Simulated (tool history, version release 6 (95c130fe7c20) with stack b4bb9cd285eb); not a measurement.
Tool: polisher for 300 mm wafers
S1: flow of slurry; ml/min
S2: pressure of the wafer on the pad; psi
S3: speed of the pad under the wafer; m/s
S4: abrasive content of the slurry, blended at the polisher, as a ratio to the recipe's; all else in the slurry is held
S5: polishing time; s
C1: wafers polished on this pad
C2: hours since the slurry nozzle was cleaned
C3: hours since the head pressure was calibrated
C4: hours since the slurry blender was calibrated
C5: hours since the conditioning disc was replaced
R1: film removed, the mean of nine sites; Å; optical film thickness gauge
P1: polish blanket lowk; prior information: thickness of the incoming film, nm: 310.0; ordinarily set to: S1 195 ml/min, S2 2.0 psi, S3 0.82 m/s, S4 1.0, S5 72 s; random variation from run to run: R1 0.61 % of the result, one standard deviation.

run,day,S1,S2,S3,S4,S5,C1,C2,C3,C4,C5,R1
1,0.158,195,2.0,0.82,1.0,72,522,465.2,304.5,383.2,166.4,271.940
2,0.325,195,2.0,0.56,1.0,72,556,469.2,308.5,387.2,170.4,203.080
3,0.567,195,3.2,0.82,1.0,72,605,475.0,314.3,393.0,176.2,437.190
4,0.862,195,2.0,0.82,1.0,72,666,482.1,321.4,400.1,183.3,271.950
5,1.171,270,2.0,0.82,1.0,72,728,489.5,328.8,407.5,190.7,280.520
6,1.462,195,2.0,0.82,1.0,32,788,496.5,335.8,414.5,197.7,121.090
7,1.679,195,2.0,0.82,1.4,72,832,501.7,341.0,419.7,202.9,313.380
8,1.925,195,2.0,0.82,1.0,72,882,507.6,346.9,425.6,208.8,272.280
9,2.117,285,2.0,0.82,1.3,72,921,512.2,351.5,430.2,213.4,316.000
10,2.342,195,0.9,0.82,1.0,72,967,517.6,356.9,435.6,218.8,122.360
11,2.633,195,2.0,0.82,1.0,112,1027,524.6,363.9,442.6,225.8,421.100
12,2.800,255,2.0,0.82,1.2,72,1061,528.6,367.9,446.6,229.8,303.170
13,2.992,195,2.0,1.26,1.0,72,1100,533.2,372.5,451.2,234.4,384.540
14,3.250,140,2.0,0.82,1.0,72,1153,539.4,378.7,457.4,240.6,254.390
15,3.454,195,1.2,0.82,1.0,44,1194,544.3,383.6,462.3,245.5,99.106
16,3.750,195,2.0,0.82,0.6,72,1255,551.4,390.7,469.4,252.6,207.730
17,4.046,195,2.0,0.82,1.0,72,1315,558.5,397.8,476.5,259.7,271.470
18,4.200,195,2.0,0.82,1.0,72,1347,562.2,401.5,480.2,263.4,272.490

For run 19, what comes out?
19,4.354,195,2.0,0.82,1.0,72,1378,565.9,405.2,483.9,267.1,?

Run 19 gave R1 267.660 Å.

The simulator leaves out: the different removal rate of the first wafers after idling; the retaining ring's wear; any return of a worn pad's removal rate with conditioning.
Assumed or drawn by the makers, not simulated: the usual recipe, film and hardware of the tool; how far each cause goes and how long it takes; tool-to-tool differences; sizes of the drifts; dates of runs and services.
